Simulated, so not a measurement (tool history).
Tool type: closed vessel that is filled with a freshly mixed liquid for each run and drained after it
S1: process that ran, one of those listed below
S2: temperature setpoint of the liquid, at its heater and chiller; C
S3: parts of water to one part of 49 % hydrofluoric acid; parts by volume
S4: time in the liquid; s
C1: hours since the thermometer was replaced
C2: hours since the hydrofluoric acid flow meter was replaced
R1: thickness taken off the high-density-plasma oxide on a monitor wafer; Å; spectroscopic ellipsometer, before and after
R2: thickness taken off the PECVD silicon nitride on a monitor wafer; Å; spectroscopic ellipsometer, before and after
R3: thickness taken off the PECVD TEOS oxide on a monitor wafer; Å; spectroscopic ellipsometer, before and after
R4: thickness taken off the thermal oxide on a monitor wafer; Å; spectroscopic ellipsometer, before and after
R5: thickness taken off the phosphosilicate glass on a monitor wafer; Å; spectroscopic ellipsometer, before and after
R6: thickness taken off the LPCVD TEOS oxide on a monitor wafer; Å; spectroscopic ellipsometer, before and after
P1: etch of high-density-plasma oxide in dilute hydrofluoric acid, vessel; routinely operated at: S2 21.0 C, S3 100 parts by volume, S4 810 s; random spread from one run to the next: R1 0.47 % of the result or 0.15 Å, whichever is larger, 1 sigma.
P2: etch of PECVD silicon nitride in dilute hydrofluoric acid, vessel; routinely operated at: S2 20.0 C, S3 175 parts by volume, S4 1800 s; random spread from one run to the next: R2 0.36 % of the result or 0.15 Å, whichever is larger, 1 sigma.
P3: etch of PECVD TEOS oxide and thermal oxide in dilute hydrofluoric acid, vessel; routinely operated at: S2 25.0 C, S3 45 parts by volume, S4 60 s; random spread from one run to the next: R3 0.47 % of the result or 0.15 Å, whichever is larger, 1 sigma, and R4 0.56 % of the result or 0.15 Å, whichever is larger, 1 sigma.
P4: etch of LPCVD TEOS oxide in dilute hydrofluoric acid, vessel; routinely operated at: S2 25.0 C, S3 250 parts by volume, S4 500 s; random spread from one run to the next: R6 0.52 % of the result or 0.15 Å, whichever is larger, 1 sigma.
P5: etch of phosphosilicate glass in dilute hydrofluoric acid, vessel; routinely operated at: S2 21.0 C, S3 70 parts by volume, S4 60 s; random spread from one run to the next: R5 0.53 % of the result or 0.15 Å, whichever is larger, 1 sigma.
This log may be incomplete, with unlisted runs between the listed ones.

Run 1, hour 11.3: S1 P1, S2 21.0 C, S3 100 parts by volume, S4 810 s; C1 699.8; C2 1684.5. Result: R1 371.690 Å.
Run 2, hour 21.2: S1 P2, S2 20.0 C, S3 175 parts by volume, S4 1800 s; C1 709.7; C2 1694.4. Result: R2 158.6100 Å.
Run 3, hour 31.3: S1 P3, S2 25.0 C, S3 45 parts by volume, S4 60 s; C1 719.8; C2 1704.5. Result: R3 345.65 Å, R4 67.797 Å.
Run 4, hour 38.3: S1 P5, S2 21.0 C, S3 70 parts by volume, S4 110 s; C1 726.8; C2 1711.5. Result: R5 2875.0 Å.
Run 5, hour 49.1: S1 P1, S2 21.0 C, S3 100 parts by volume, S4 810 s; C1 737.6; C2 1722.3. Result: R1 368.980 Å.
Run 6, hour 57.6: S1 P5, S2 21.0 C, S3 70 parts by volume, S4 60 s; C1 746.1; C2 1730.8. Result: R5 1572.4 Å.
Run 7, hour 71.8: S1 P1, S2 26.5 C, S3 100 parts by volume, S4 810 s; C1 760.3; C2 1745.0. Result: R1 458.440 Å.
Run 8, hour 81.2: S1 P1, S2 21.0 C, S3 55 parts by volume, S4 810 s; C1 769.7; C2 1754.4. Result: R1 703.920 Å.
Run 9, hour 88.3: S1 P3, S2 25.0 C, S3 75 parts by volume, S4 60 s; C1 776.8; C2 1761.5. Result: R3 199.36 Å, R4 38.975 Å.
Run 10, hour 98.1: S1 P1, S2 21.0 C, S3 100 parts by volume, S4 1310 s; C1 786.6; C2 1771.3. Result: R1 596.400 Å.
Run 11, hour 105.7: S1 P1, S2 21.0 C, S3 145 parts by volume, S4 1485 s; C1 794.2; C2 1778.9. Result: R1 446.200 Å.
Run 12, hour 115.8: S1 P2, S2 20.0 C, S3 175 parts by volume, S4 1800 s; C1 804.3; C2 1789.0. Result: R2 157.8800 Å.
Run 13, hour 124.1: S1 P2, S2 20.0 C, S3 65 parts by volume, S4 1800 s; C1 812.6; C2 1797.3. Result: R2 415.1000 Å.
Run 14, hour 139.4: S1 P1, S2 21.0 C, S3 100 parts by volume, S4 810 s; C1 827.9; C2 1812.6. Result: R1 369.350 Å.
Run 15, hour 154.4: S1 P3, S2 31.5 C, S3 45 parts by volume, S4 60 s; C1 842.9; C2 1827.6. Result: R3 450.28 Å, R4 88.553 Å.
Run 16, hour 161.8: S1 P5, S2 21.0 C, S3 70 parts by volume, S4 60 s; C1 850.3; C2 1835.0. Result: R5 1558.9 Å.
Run 17, hour 169.7: S1 P2, S2 28.0 C, S3 175 parts by volume, S4 1800 s; C1 858.2; C2 1842.9. Result: R2 264.4400 Å.
Run 18, hour 176.8: S1 P1, S2 17.0 C, S3 100 parts by volume, S4 1290 s; C1 865.3; C2 1850.0. Result: R1 497.750 Å.
Run 19, hour 190.6: S1 P3, S2 25.0 C, S3 45 parts by volume, S4 110 s; C1 879.1; C2 1863.8. Result: R3 631.60 Å, R4 123.810 Å.
Run 20, hour 202.5: S1 P4, S2 18.0 C, S3 250 parts by volume, S4 500 s; C1 891.0; C2 1875.7. Result: R6 325.550 Å.
Run 21, hour 213.0: S1 P1, S2 27.5 C, S3 25 parts by volume, S4 810 s; C1 901.5; C2 1886.2. Result: R1 2120.200 Å.
Run 22, hour 223.8: S1 P4, S2 25.0 C, S3 250 parts by volume, S4 500 s; C1 912.3; C2 1897.0. Result: R6 420.560 Å.
Run 23, hour 232.0: S1 P1, S2 21.0 C, S3 100 parts by volume, S4 810 s; C1 920.5; C2 1905.2. Result: R1 367.700 Å.
Run 24, hour 246.5: S1 P1, S2 21.0 C, S3 140 parts by volume, S4 810 s; C1 935.0; C2 1919.7. Result: R1 252.730 Å.
Run 25, hour 253.3: S1 P5, S2 21.0 C, S3 125 parts by volume, S4 60 s; C1 941.8; C2 1926.5. Result: R5 820.1 Å.
At hour 262.0: hydrofluoric acid flow meter replaced.
Run 26, hour 267.8: S1 P4, S2 25.0 C, S3 250 parts by volume, S4 30 s; C1 956.3; C2 5.9. Result: R6 25.492 Å.
Run 27, hour 278.0: S1 P5, S2 28.0 C, S3 70 parts by volume, S4 60 s; C1 966.5; C2 16.1. Result: R5 2084.2 Å.
Run 28, hour 286.3: S1 P2, S2 20.0 C, S3 175 parts by volume, S4 40 s; C1 974.8; C2 24.4. Result: R2 3.5708 Å.
Run 29, hour 294.7: S1 P4, S2 25.0 C, S3 405 parts by volume, S4 500 s; C1 983.2; C2 32.8. Result: R6 224.730 Å.
Run 30, hour 308.4: S1 P1, S2 17.0 C, S3 100 parts by volume, S4 810 s; C1 996.9; C2 46.5. Result: R1 314.620 Å.
Run 31, hour 322.4: S1 P1, S2 21.0 C, S3 100 parts by volume, S4 185 s; C1 1010.9; C2 60.5. Result: R1 83.485 Å.
Run 32, hour 332.7: S1 P1, S2 21.0 C, S3 100 parts by volume, S4 810 s; C1 1021.2; C2 70.8. Result: R1 369.940 Å.
Run 33, hour 341.6: S1 P1, S2 21.0 C, S3 100 parts by volume, S4 810 s; C1 1030.1; C2 79.7. Result: R1 361.390 Å.
Run 34, hour 349.9: S1 P1, S2 21.0 C, S3 100 parts by volume, S4 810 s; C1 1038.4; C2 88.0. Result: R1 358.590 Å.
Run 35, hour 362.7: S1 P1, S2 21.0 C, S3 100 parts by volume, S4 810 s; C1 1051.2; C2 100.8. Result: R1 354.690 Å.
Run 36, hour 372.2: S1 P1, S2 21.0 C, S3 100 parts by volume, S4 810 s; C1 1060.7; C2 110.3. Result: R1 352.190 Å.
Run 37, hour 380.0: S1 P1, S2 21.0 C, S3 100 parts by volume, S4 810 s; C1 1068.5; C2 118.1. Result: R1 350.900 Å.
Run 38, hour 393.6: S1 P1, S2 21.0 C, S3 100 parts by volume, S4 810 s; C1 1082.1; C2 131.7. Result: R1 349.880 Å.
Run 39, hour 408.6: S1 P1, S2 21.0 C, S3 100 parts by volume, S4 810 s; C1 1097.1; C2 146.7. Result: R1 350.360 Å.
Run 40, hour 419.8: S1 P1, S2 21.0 C, S3 100 parts by volume, S4 810 s; C1 1108.3; C2 157.9. Result: R1 351.450 Å.

The output of P1 has drifted from where it used to be. Each of the 2 causes below, taken at the size shown beside it, accounts for the log equally well:
A: hydrofluoric acid flow below the setpoint (%) = 5.03
B: liquid colder than its thermometer reads (K) = 1.41
Onset of the creep was near hour 332.7.

Consider the 4 single-wafer check runs listed below, results given as question marks: which one distinguishes between the causes by giving clearly different results for each?
Run check 1, hour 431.0: S1 P3, S2 28.5 C, S3 75 parts by volume, S4 60 s. Result: R3 ?, R4 ?.
Run check 2, hour 431.0: S1 P2, S2 20.0 C, S3 70 parts by volume, S4 975 s. Result: R2 ?.
Run check 3, hour 431.0: S1 P5, S2 21.0 C, S3 100 parts by volume, S4 90 s. Result: R5 ?.
Run check 4, hour 431.0: S1 P4, S2 19.0 C, S3 250 parts by volume, S4 30 s. Result: R6 ?.

Expected result of each check under each candidate cause:
  check  result      if A      if B
check 1      R3    216.54    217.00
check 1      R4    42.279    42.368
check 2      R2  199.2100  190.0100
check 3      R5    1500.4    1500.3
check 4      R6    19.007    19.191
Per check, the gap between the least separated pair of causes, taken in the result that splits them most: check 1 0.21 %; check 2 4.73 %; check 3 0.01 %; check 4 0.96 %
Only in check 2 would the causes give clearly different results; in the remaining checks their results would be nearly the same.

Here is what check 2 returned: R2 188.4800 Å. Which cause is it?

Of the candidate causes, it is B: liquid colder than its thermometer reads (K).
